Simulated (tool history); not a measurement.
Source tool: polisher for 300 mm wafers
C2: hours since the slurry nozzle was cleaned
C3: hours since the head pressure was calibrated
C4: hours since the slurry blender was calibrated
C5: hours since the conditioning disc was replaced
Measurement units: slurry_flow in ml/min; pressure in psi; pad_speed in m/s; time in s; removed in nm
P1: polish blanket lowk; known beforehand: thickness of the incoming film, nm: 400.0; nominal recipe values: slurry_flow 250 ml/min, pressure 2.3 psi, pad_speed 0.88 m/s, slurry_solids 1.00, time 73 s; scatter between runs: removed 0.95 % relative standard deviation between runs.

run 1 hour=2.4 | slurry_flow=250 pressure=2.3 pad_speed=0.88 slurry_solids=1.00 time=73 | wafers_polished_on_this_pad=268 C2=669.7 C3=520.9 C4=182.2 C5=43.9 | removed=39.347
run 2 hour=6.8 | slurry_flow=400 pressure=2.3 pad_speed=0.88 slurry_solids=1.00 time=73 | wafers_polished_on_this_pad=301 C2=674.1 C3=525.3 C4=186.6 C5=48.3 | removed=41.914
run 3 hour=10.9 | slurry_flow=250 pressure=2.3 pad_speed=0.88 slurry_solids=1.50 time=73 | wafers_polished_on_this_pad=331 C2=678.2 C3=529.4 C4=190.7 C5=52.4 | removed=46.081
run 4 hour=15.2 | slurry_flow=250 pressure=2.3 pad_speed=0.88 slurry_solids=1.00 time=73 | wafers_polished_on_this_pad=363 C2=682.5 C3=533.7 C4=195.0 C5=56.7 | removed=39.435
run 5 hour=19.6 | slurry_flow=250 pressure=2.3 pad_speed=0.88 slurry_solids=1.00 time=73 | wafers_polished_on_this_pad=396 C2=686.9 C3=538.1 C4=199.4 C5=61.1 | removed=39.136
run 6 hour=21.5 | slurry_flow=250 pressure=3.3 pad_speed=0.88 slurry_solids=1.00 time=73 | wafers_polished_on_this_pad=410 C2=688.8 C3=540.0 C4=201.3 C5=63.0 | removed=56.752
run 7 hour=24.1 | slurry_flow=350 pressure=3.0 pad_speed=0.88 slurry_solids=1.00 time=73 | wafers_polished_on_this_pad=429 C2=691.4 C3=542.6 C4=203.9 C5=65.6 | removed=53.233
run 8 hour=26.7 | slurry_flow=250 pressure=3.0 pad_speed=1.30 slurry_solids=1.00 time=73 | wafers_polished_on_this_pad=449 C2=694.0 C3=545.2 C4=206.5 C5=68.2 | removed=70.853
run 9 hour=29.8 | slurry_flow=250 pressure=2.3 pad_speed=0.40 slurry_solids=1.00 time=73 | wafers_polished_on_this_pad=472 C2=697.1 C3=548.3 C4=209.6 C5=71.3 | removed=21.034
run 10 hour=33.6 | slurry_flow=250 pressure=2.3 pad_speed=0.88 slurry_solids=1.00 time=107 | wafers_polished_on_this_pad=500 C2=700.9 C3=552.1 C4=213.4 C5=75.1 | removed=58.010
run 11 hour=37.9 | slurry_flow=250 pressure=2.3 pad_speed=1.32 slurry_solids=1.00 time=73 | wafers_polished_on_this_pad=532 C2=705.2 C3=556.4 C4=217.7 C5=79.4 | removed=54.255
run 12 hour=42.1 | slurry_flow=250 pressure=1.2 pad_speed=0.88 slurry_solids=1.00 time=73 | wafers_polished_on_this_pad=563 C2=709.4 C3=560.6 C4=221.9 C5=83.6 | removed=20.261
run 13 hour=44.0 | slurry_flow=250 pressure=1.2 pad_speed=0.64 slurry_solids=1.00 time=73 | wafers_polished_on_this_pad=577 C2=711.3 C3=562.5 C4=223.8 C5=85.5 | removed=15.925
run 14 hour=46.9 | slurry_flow=250 pressure=2.3 pad_speed=0.88 slurry_solids=0.55 time=73 | wafers_polished_on_this_pad=599 C2=714.2 C3=565.4 C4=226.7 C5=88.4 | removed=28.866
run 15 hour=51.2 | slurry_flow=250 pressure=2.3 pad_speed=0.88 slurry_solids=1.00 time=48 | wafers_polished_on_this_pad=630 C2=718.5 C3=569.7 C4=231.0 C5=92.7 | removed=25.698
run 16 hour=54.3 | slurry_flow=250 pressure=2.3 pad_speed=0.88 slurry_solids=1.00 time=73 | wafers_polished_on_this_pad=653 C2=721.6 C3=572.8 C4=234.1 C5=95.8 | removed=39.071
run 17 hour=58.3 | slurry_flow=250 pressure=2.3 pad_speed=0.88 slurry_solids=1.00 time=73 | wafers_polished_on_this_pad=683 C2=725.6 C3=576.8 C4=238.1 C5=99.8 | removed=38.735
run 18 hour=61.4 | slurry_flow=155 pressure=2.3 pad_speed=0.88 slurry_solids=1.00 time=73 | wafers_polished_on_this_pad=706 C2=728.7 C3=579.9 C4=241.2 C5=102.9 | removed=36.894
run 19 hour=65.7 | slurry_flow=250 pressure=2.3 pad_speed=0.88 slurry_solids=1.00 time=73 | wafers_polished_on_this_pad=738 C2=733.0 C3=584.2 C4=245.5 C5=107.2 | removed=38.816
run 20 hour=67.8 | slurry_flow=250 pressure=2.3 pad_speed=0.88 slurry_solids=1.00 time=73 | wafers_polished_on_this_pad=754 C2=735.1 C3=586.3 C4=247.6 C5=109.3 | removed=38.340
run 21 hour=69.9 | slurry_flow=250 pressure=2.3 pad_speed=0.88 slurry_solids=1.00 time=73 | wafers_polished_on_this_pad=769 C2=737.2 C3=588.4 C4=249.7 C5=111.4 | removed=37.704
run 22 hour=72.1 | slurry_flow=250 pressure=2.3 pad_speed=0.88 slurry_solids=1.00 time=73 | wafers_polished_on_this_pad=786 C2=739.4 C3=590.6 C4=251.9 C5=113.6 | removed=36.964
run 23 hour=75.8 | slurry_flow=250 pressure=2.3 pad_speed=0.88 slurry_solids=1.00 time=73 | wafers_polished_on_this_pad=813 C2=743.1 C3=594.3 C4=255.6 C5=117.3 | removed=35.507
run 24 hour=79.6 | slurry_flow=250 pressure=2.3 pad_speed=0.88 slurry_solids=1.00 time=73 | wafers_polished_on_this_pad=841 C2=746.9 C3=598.1 C4=259.4 C5=121.1 | removed=35.341
-- hour=80.9 head pressure recalibrated
-- hour=81.8 conditioning disc replaced and pad reconditioned
run 25 hour=82.1 | slurry_flow=250 pressure=2.3 pad_speed=0.88 slurry_solids=1.00 time=73 | wafers_polished_on_this_pad=860 C2=749.4 C3=1.3 C4=261.9 C5=0.3 | removed=34.312
run 26 hour=85.8 | slurry_flow=250 pressure=2.3 pad_speed=0.88 slurry_solids=1.00 time=73 | wafers_polished_on_this_pad=887 C2=753.1 C3=5.0 C4=265.6 C5=4.0 | removed=34.203
-- hour=86.1 slurry nozzle cleaned
run 27 hour=89.2 | slurry_flow=250 pressure=2.3 pad_speed=0.88 slurry_solids=1.00 time=73 | wafers_polished_on_this_pad=912 C2=3.1 C3=8.4 C4=269.0 C5=7.4 | removed=34.657
run 28 hour=92.7 | slurry_flow=250 pressure=2.3 pad_speed=0.88 slurry_solids=1.00 time=73 | wafers_polished_on_this_pad=938 C2=6.6 C3=11.9 C4=272.5 C5=10.9 | removed=34.467
run 29 hour=95.1 | slurry_flow=250 pressure=2.3 pad_speed=0.88 slurry_solids=1.00 time=73 | wafers_polished_on_this_pad=956 C2=9.0 C3=14.3 C4=274.9 C5=13.3 | removed=34.255

P1 no longer gives what it gave before; its output has crept away from where it was. The following 2 causes, each at its listed size, fit the log equally well:
A: abrasive missing from the slurry, % = 24.6
B: removal rate lost through wear of the pad, % = 12.9
The drift started at roughly hour 67.8.
All other causes, with the reason each is excluded:
slurry flow missing at the pad, %: maintenance at hour 86.1, after the shift began, did not return the process to its former output
head's pressure below its setpoint, %: maintenance at hour 80.9, after the shift began, did not return the process to its former output
time polished since the conditioner stopped cutting, s: maintenance at hour 81.8, after the shift began, did not return the process to its former output

Which of the check runs below tells the causes apart, meaning the causes would give it clearly different results? Each run uses 5 wafers whose results are averaged, and each result is shown as a question mark.
run check 1 hour=97.5 | slurry_flow=250 pressure=1.6 pad_speed=0.88 slurry_solids=0.60 time=73 | removed=?
run check 2 hour=97.5 | slurry_flow=250 pressure=1.4 pad_speed=1.30 slurry_solids=1.00 time=73 | removed=?
run check 3 hour=97.5 | slurry_flow=385 pressure=3.2 pad_speed=0.88 slurry_solids=1.00 time=73 | removed=?
run check 4 hour=97.5 | slurry_flow=395 pressure=2.3 pad_speed=0.88 slurry_solids=1.00 time=106 | removed=?

Check results expected under each cause:
check=check_1 result=removed if_A=17.643 if_B=18.282
check=check_2 result=removed if_A=28.476 if_B=28.480
check=check_3 result=removed if_A=49.463 if_B=49.471
check=check_4 result=removed if_A=51.715 if_B=51.724
How far apart the two closest causes lie, in the result that separates them most: check 1 3.56 %; check 2 0.02 %; check 3 0.02 %; check 4 0.02 %
Check 1 is the one run that separates the causes; every other check would come out nearly the same whichever cause is at work.

With check 1 done, the readings were: removed 17.711 nm. Identify which of the listed causes applies.

The correct cause is A, namely: abrasive missing from the slurry, %.

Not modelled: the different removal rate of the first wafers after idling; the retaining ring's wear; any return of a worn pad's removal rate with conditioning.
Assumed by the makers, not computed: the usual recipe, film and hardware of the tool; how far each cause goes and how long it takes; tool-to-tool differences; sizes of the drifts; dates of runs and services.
